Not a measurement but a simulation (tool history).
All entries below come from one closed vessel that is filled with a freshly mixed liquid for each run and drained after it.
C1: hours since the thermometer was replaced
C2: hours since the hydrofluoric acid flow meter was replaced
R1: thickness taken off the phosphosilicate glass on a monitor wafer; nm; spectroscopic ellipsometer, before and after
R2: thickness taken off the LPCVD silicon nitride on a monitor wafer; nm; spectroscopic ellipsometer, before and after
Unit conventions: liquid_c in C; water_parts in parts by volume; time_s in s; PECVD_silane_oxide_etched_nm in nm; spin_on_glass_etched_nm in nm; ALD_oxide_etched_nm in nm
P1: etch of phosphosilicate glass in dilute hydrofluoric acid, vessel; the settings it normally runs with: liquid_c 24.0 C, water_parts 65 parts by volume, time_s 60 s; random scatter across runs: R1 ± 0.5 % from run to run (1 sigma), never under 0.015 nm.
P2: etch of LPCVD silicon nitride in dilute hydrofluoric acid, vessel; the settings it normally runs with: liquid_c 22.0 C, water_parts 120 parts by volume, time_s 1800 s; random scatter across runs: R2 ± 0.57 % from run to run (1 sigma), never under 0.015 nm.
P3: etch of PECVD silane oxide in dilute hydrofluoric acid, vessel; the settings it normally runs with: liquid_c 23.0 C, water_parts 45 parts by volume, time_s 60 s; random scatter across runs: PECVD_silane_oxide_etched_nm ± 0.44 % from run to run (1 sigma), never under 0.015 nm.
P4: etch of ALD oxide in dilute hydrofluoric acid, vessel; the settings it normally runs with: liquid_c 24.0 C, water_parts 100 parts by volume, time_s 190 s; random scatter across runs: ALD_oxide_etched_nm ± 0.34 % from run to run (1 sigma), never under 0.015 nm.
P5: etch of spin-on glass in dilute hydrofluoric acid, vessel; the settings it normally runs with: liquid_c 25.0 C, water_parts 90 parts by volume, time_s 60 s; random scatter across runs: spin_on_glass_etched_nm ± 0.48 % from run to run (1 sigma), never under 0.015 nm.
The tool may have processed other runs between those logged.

run 1 hour=10.1 | process=P1 liquid_c=24.0 water_parts=65 time_s=60 | C1=692.8 C2=633.8 | R1=192.840
run 2 hour=24.5 | process=P2 liquid_c=22.0 water_parts=25 time_s=1800 | C1=707.2 C2=648.2 | R2=27.2460
run 3 hour=35.8 | process=P1 liquid_c=24.0 water_parts=65 time_s=60 | C1=718.5 C2=659.5 | R1=190.240
run 4 hour=46.4 | process=P3 liquid_c=23.0 water_parts=45 time_s=30 | C1=729.1 C2=670.1 | PECVD_silane_oxide_etched_nm=25.762
run 5 hour=57.8 | process=P1 liquid_c=24.0 water_parts=105 time_s=60 | C1=740.5 C2=681.5 | R1=113.480
run 6 hour=66.5 | process=P1 liquid_c=24.0 water_parts=65 time_s=30 | C1=749.2 C2=690.2 | R1=95.844
run 7 hour=79.9 | process=P3 liquid_c=23.0 water_parts=70 time_s=60 | C1=762.6 C2=703.6 | PECVD_silane_oxide_etched_nm=32.336
run 8 hour=88.3 | process=P2 liquid_c=26.0 water_parts=120 time_s=1800 | C1=771.0 C2=712.0 | R2=7.6504
run 9 hour=101.3 | process=P3 liquid_c=31.5 water_parts=45 time_s=60 | C1=784.0 C2=725.0 | PECVD_silane_oxide_etched_nm=72.710
run 10 hour=114.3 | process=P5 liquid_c=25.0 water_parts=90 time_s=95 | C1=797.0 C2=738.0 | spin_on_glass_etched_nm=49.832
run 11 hour=122.2 | process=P2 liquid_c=22.0 water_parts=120 time_s=3055 | C1=804.9 C2=745.9 | R2=10.0210
run 12 hour=129.5 | process=P5 liquid_c=20.0 water_parts=90 time_s=60 | C1=812.2 C2=753.2 | spin_on_glass_etched_nm=25.491
run 13 hour=141.3 | process=P1 liquid_c=31.5 water_parts=65 time_s=60 | C1=824.0 C2=765.0 | R1=258.990
run 14 hour=154.8 | process=P1 liquid_c=24.0 water_parts=65 time_s=60 | C1=837.5 C2=778.5 | R1=192.010
run 15 hour=170.6 | process=P1 liquid_c=17.5 water_parts=105 time_s=60 | C1=853.3 C2=794.3 | R1=85.656
run 16 hour=181.8 | process=P1 liquid_c=24.0 water_parts=65 time_s=60 | C1=864.5 C2=805.5 | R1=192.460
run 17 hour=194.0 | process=P1 liquid_c=24.0 water_parts=25 time_s=60 | C1=876.7 C2=817.7 | R1=526.420
run 18 hour=201.1 | process=P4 liquid_c=29.5 water_parts=100 time_s=190 | C1=883.8 C2=824.8 | ALD_oxide_etched_nm=35.0960
run 19 hour=214.8 | process=P3 liquid_c=23.0 water_parts=45 time_s=60 | C1=897.5 C2=838.5 | PECVD_silane_oxide_etched_nm=51.357
run 20 hour=226.0 | process=P4 liquid_c=24.0 water_parts=100 time_s=35 | C1=908.7 C2=849.7 | ALD_oxide_etched_nm=5.1677
run 21 hour=238.1 | process=P5 liquid_c=25.0 water_parts=90 time_s=60 | C1=920.8 C2=861.8 | spin_on_glass_etched_nm=31.080
run 22 hour=249.6 | process=P1 liquid_c=24.0 water_parts=65 time_s=60 | C1=932.3 C2=873.3 | R1=190.800
run 23 hour=258.5 | process=P3 liquid_c=23.0 water_parts=45 time_s=60 | C1=941.2 C2=882.2 | PECVD_silane_oxide_etched_nm=51.811
run 24 hour=274.6 | process=P1 liquid_c=19.5 water_parts=65 time_s=60 | C1=957.3 C2=898.3 | R1=159.030

Expected results for the next run?
run 25 hour=285.5 | process=P4 liquid_c=24.0 water_parts=180 time_s=190 | C1=968.2 C2=909.2 | ALD_oxide_etched_nm=?

Run 25 came out at ALD_oxide_etched_nm 14.2790 nm.
